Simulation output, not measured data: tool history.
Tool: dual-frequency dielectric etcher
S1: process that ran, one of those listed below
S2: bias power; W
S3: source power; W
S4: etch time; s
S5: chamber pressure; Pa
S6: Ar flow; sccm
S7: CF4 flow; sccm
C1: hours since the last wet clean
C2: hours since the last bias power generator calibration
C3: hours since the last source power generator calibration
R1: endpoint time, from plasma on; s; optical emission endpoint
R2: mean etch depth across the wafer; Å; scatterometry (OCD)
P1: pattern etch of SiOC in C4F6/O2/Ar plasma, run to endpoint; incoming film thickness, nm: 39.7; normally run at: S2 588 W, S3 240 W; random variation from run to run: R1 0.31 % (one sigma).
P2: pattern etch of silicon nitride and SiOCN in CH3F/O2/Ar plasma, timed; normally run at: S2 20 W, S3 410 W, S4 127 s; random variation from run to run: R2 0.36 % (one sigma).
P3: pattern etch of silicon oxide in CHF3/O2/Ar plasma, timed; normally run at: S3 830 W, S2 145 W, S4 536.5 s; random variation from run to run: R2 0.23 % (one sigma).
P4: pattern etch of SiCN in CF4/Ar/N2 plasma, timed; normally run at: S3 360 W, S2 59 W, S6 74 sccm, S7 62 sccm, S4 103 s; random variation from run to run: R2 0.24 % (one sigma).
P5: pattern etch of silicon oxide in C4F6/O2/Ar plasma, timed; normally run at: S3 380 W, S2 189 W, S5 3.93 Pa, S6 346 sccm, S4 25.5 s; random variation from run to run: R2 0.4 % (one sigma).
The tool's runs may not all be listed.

run 1 hour=10.2 | S1=P1 S2=588 S3=240 | C1=135 C2=576.9 C3=1988.6 | R1=15.781
run 2 hour=24.5 | S1=P3 S2=145 S3=520 S4=536.5 | C1=149.3 C2=591.2 C3=2002.9 | R2=9132.6
run 3 hour=35.6 | S1=P2 S2=20 S3=410 S4=127 | C1=160.4 C2=602.3 C3=2014 | R2=165.11
run 4 hour=49.9 | S1=P5 S2=189 S3=240 S4=25.5 S5=3.93 S6=346 | C1=174.7 C2=616.6 C3=2028.3 | R2=625.28
run 5 hour=63.4 | S1=P4 S2=59 S3=360 S4=103 S6=74 S7=38 | C1=188.2 C2=630.1 C3=2041.8 | R2=641.67
run 6 hour=74 | S1=P4 S2=74 S3=360 S4=103 S6=74 S7=62 | C1=198.8 C2=640.7 C3=2052.4 | R2=752.87
run 7 hour=86.4 | S1=P5 S2=189 S3=380 S4=36.5 S5=3.93 S6=346 | C1=211.2 C2=653.1 C3=2064.8 | R2=1073.9
run 8 hour=94.2 | S1=P3 S2=145 S3=830 S4=772 | C1=219 C2=660.9 C3=2072.6 | R2=15832
run 9 hour=103.1 | S1=P3 S2=145 S3=830 S4=536.5 | C1=227.9 C2=669.8 C3=2081.5 | R2=10962
run 10 hour=115.4 | S1=P4 S2=59 S3=360 S4=103 S6=74 S7=62 | C1=240.2 C2=682.1 C3=2093.8 | R2=696.21
run 11 hour=128.2 | S1=P1 S2=777 S3=240 | C1=253 C2=694.9 C3=2106.6 | R1=14.088
run 12 hour=136.1 | S1=P1 S2=588 S3=240 | C1=260.9 C2=702.8 C3=2114.5 | R1=15.626
run 13 hour=142.6 | S1=P5 S2=189 S3=380 S4=25.5 S5=5.47 S6=346 | C1=267.4 C2=709.3 C3=2121 | R2=722.37
run 14 hour=155.4 | S1=P1 S2=588 S3=240 | C1=280.2 C2=722.1 C3=2133.8 | R1=15.64
run 15 hour=165 | S1=P3 S2=182 S3=830 S4=536.5 | C1=289.8 C2=731.7 C3=2143.4 | R2=11851
-- hour=167.5 bias power generator calibrated
run 16 hour=179.6 | S1=P1 S2=588 S3=240 | C1=304.4 C2=12.2 C3=2158 | R1=15.734
run 17 hour=191 | S1=P4 S2=59 S3=270 S4=103 S6=74 S7=62 | C1=315.8 C2=23.6 C3=2169.4 | R2=538.16
-- hour=196.5 wet clean of the chamber
run 18 hour=201.4 | S1=P1 S2=685 S3=300 | C1=4.9 C2=34 C3=2179.8 | R1=13.694
run 19 hour=216.2 | S1=P5 S2=143 S3=380 S4=25.5 S5=3.93 S6=346 | C1=19.7 C2=48.8 C3=2194.6 | R2=685.66
run 20 hour=223.4 | S1=P5 S2=189 S3=380 S4=25.5 S5=3.93 S6=346 | C1=26.9 C2=56 C3=2201.8 | R2=753.91
run 21 hour=233.5 | S1=P1 S2=588 S3=160 | C1=37 C2=66.1 C3=2211.9 | R1=18.272
run 22 hour=245.8 | S1=P2 S2=20 S3=410 S4=179 | C1=49.3 C2=78.4 C3=2224.2 | R2=233.08
run 23 hour=257.6 | S1=P4 S2=59 S3=360 S4=71.5 S6=74 S7=62 | C1=61.1 C2=90.2 C3=2236 | R2=483.29
run 24 hour=272.5 | S1=P4 S2=59 S3=360 S4=103 S6=74 S7=62 | C1=76 C2=105.1 C3=2250.9 | R2=695.07
run 25 hour=281.1 | S1=P1 S2=412 S3=240 | C1=84.6 C2=113.7 C3=2259.5 | R1=17.989
run 26 hour=287.6 | S1=P5 S2=189 S3=380 S4=25.5 S5=3.93 S6=486 | C1=91.1 C2=120.2 C3=2266 | R2=727.29
run 27 hour=296.9 | S1=P2 S2=13 S3=410 S4=127 | C1=100.4 C2=129.5 C3=2275.3 | R2=137.5
run 28 hour=307.3 | S1=P2 S2=20 S3=540 S4=127 | C1=110.8 C2=139.9 C3=2285.7 | R2=182.22
run 29 hour=322.1 | S1=P1 S2=588 S3=280 | C1=125.6 C2=154.7 C3=2300.5 | R1=14.759
run 30 hour=336 | S1=P4 S2=59 S3=360 S4=103 S6=103 S7=62 | C1=139.5 C2=168.6 C3=2314.4 | R2=659.11
run 31 hour=347 | S1=P1 S2=588 S3=240 | C1=150.5 C2=179.6 C3=2325.4 | R1=15.7
run 32 hour=354 | S1=P1 S2=588 S3=240 | C1=157.5 C2=186.6 C3=2332.4 | R1=15.833
run 33 hour=367.8 | S1=P1 S2=588 S3=240 | C1=171.3 C2=200.4 C3=2346.2 | R1=15.845
run 34 hour=382.2 | S1=P1 S2=588 S3=240 | C1=185.7 C2=214.8 C3=2360.6 | R1=15.916
run 35 hour=393.5 | S1=P1 S2=588 S3=240 | C1=197 C2=226.1 C3=2371.9 | R1=15.853
run 36 hour=402 | S1=P1 S2=588 S3=240 | C1=205.5 C2=234.6 C3=2380.4 | R1=15.936
-- hour=409.3 wet clean of the chamber
run 37 hour=409.4 | S1=P1 S2=588 S3=240 | C1=0.1 C2=242 C3=2387.8 | R1=15.934
run 38 hour=420.9 | S1=P1 S2=588 S3=240 | C1=11.6 C2=253.5 C3=2399.3 | R1=15.985
run 39 hour=434.8 | S1=P1 S2=588 S3=240 | C1=25.5 C2=267.4 C3=2413.2 | R1=16.019
run 40 hour=446.6 | S1=P1 S2=588 S3=240 | C1=37.3 C2=279.2 C3=2425 | R1=15.909

What P1 gives has crept away from where it was. These 2 causes fit the log equally well, each at the size given:
A: source power that arrives under what is set, % = 4.19
B: bias power that arrives under what is set, % = 3.92
The creep began at about hour 347.
Why every other cause is out:
chamber walls in a state that lowers the etch rate, %: serviced at hour 409.3, which brought nothing back

4 check runs are offered, one wafer each, their results left as question marks. Which one tells the causes apart?
run check 1 hour=458.4 | S1=P5 S2=189 S3=260 S4=25.5 S5=3.93 S6=451 | R2=?
run check 2 hour=458.4 | S1=P3 S2=145 S3=550 S4=634 | R2=?
run check 3 hour=458.4 | S1=P2 S2=16 S3=410 S4=175.5 | R2=?
run check 4 hour=458.4 | S1=P4 S2=59 S3=270 S4=103 S6=89 S7=62 | R2=?

What each check would give under each cause:
check=check_1 result=R2 if_A=619.53 if_B=621.61
check=check_2 result=R2 if_A=10882 if_B=10922
check=check_3 result=R2 if_A=204.41 if_B=204.19
check=check_4 result=R2 if_A=504.78 if_B=516.96
How far apart the two closest causes lie, in the result that separates them most: check 1 0.34 %; check 2 0.37 %; check 3 0.11 %; check 4 2.38 %
Check 4 tells the causes apart: in the others they would give nearly the same result.

Check 4 was then run and gave: R2 516.74 Å. Which cause is it?

It is B: bias power that arrives under what is set, %.
